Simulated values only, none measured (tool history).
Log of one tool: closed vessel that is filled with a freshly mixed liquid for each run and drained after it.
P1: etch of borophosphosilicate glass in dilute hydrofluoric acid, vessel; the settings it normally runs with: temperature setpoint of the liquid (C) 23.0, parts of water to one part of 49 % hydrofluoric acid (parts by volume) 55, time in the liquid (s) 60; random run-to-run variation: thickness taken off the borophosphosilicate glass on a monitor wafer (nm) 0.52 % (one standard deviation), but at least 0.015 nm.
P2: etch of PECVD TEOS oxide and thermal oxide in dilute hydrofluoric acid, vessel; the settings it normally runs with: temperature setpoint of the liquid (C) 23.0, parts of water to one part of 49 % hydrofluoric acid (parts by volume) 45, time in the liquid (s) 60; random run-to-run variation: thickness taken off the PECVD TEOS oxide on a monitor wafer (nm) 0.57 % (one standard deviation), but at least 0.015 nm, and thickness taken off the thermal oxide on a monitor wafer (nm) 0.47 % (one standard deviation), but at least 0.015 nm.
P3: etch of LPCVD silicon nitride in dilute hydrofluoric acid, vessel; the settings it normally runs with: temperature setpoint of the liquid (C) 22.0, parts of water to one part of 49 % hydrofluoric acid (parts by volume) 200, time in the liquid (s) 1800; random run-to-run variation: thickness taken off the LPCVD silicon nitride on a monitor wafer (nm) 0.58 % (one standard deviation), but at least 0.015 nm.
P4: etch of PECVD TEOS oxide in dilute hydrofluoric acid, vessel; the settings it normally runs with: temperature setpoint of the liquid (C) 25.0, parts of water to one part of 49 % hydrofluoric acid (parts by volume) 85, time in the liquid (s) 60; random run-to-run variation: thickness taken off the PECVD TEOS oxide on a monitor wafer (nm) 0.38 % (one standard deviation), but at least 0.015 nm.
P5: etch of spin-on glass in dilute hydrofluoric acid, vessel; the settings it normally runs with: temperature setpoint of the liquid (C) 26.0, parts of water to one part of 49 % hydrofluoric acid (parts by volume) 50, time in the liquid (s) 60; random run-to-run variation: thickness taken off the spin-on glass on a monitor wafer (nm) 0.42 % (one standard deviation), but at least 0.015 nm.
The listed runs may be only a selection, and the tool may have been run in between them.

run,hour,process that ran,temperature setpoint of the liquid (C),parts of water to one part of 49 % hydrofluoric acid (parts by volume),time in the liquid (s),hours since the thermometer was replaced,hours since the hydrofluoric acid flow meter was replaced,thickness taken off the borophosphosilicate glass on a monitor wafer (nm),thickness taken off the LPCVD silicon nitride on a monitor wafer (nm),thickness taken off the spin-on glass on a monitor wafer (nm),thickness taken off the PECVD TEOS oxide on a monitor wafer (nm),thickness taken off the thermal oxide on a monitor wafer (nm)
1,7.3,P1,23.0,55,60,847.0,413.9,44.769,,,,
2,11.2,P1,31.5,55,60,850.9,417.8,63.174,,,,
3,18.7,P3,22.0,200,2670,858.4,425.3,,6.3592,,,
4,22.9,P5,26.0,50,115,862.6,429.5,,,85.091,,
5,27.3,P1,23.0,55,60,867.0,433.9,44.668,,,,
6,31.2,P4,25.0,85,60,870.9,437.8,,,,21.204,
7,38.8,P1,17.0,55,60,878.5,445.4,34.907,,,,
8,44.9,P1,23.0,55,30,884.6,451.5,22.458,,,,
9,52.7,P1,23.0,55,100,892.4,459.3,73.669,,,,
10,60.0,P2,23.0,45,60,899.7,466.6,,,,27.114,6.3981
11,66.9,P5,26.0,30,60,906.6,473.5,,,76.360,,
12,73.9,P4,25.0,130,60,913.6,480.5,,,,13.048,
13,79.4,P5,22.0,50,60,919.1,486.0,,,37.580,,
14,83.9,P4,25.0,85,105,923.6,490.5,,,,37.110,
15,89.3,P1,23.0,55,60,929.0,495.9,44.510,,,,
16,96.8,P1,23.0,55,60,936.5,503.4,44.506,,,,
17,101.9,P3,22.0,200,1800,941.6,508.5,,4.2464,,,
18,108.6,P3,22.0,355,1800,948.3,515.2,,2.3754,,,
19,115.4,P1,23.0,25,35,955.1,522.0,59.322,,,,
20,121.8,P5,26.0,50,60,961.5,528.4,,,44.322,,
21,128.8,P2,23.0,45,60,968.5,535.4,,,,26.857,6.4006
22,134.2,P2,23.0,20,60,973.9,540.8,,,,63.135,14.9120
23,140.4,P5,26.0,50,60,980.1,547.0,,,44.443,,
24,144.9,P1,23.0,55,60,984.6,551.5,44.896,,,,
25,152.1,P2,23.0,45,90,991.8,558.7,,,,40.801,9.6187
26,158.0,P1,23.0,30,60,997.7,564.6,84.624,,,,

Expected results for the next run?
# hour 163.9: hydrofluoric acid flow meter replaced
27,164.3,P2,17.0,45,60,1004.0,0.5,,,,?,?

thickness taken off the PECVD TEOS oxide on a monitor wafer (nm): 21.061
thickness taken off the thermal oxide on a monitor wafer (nm): 4.9479
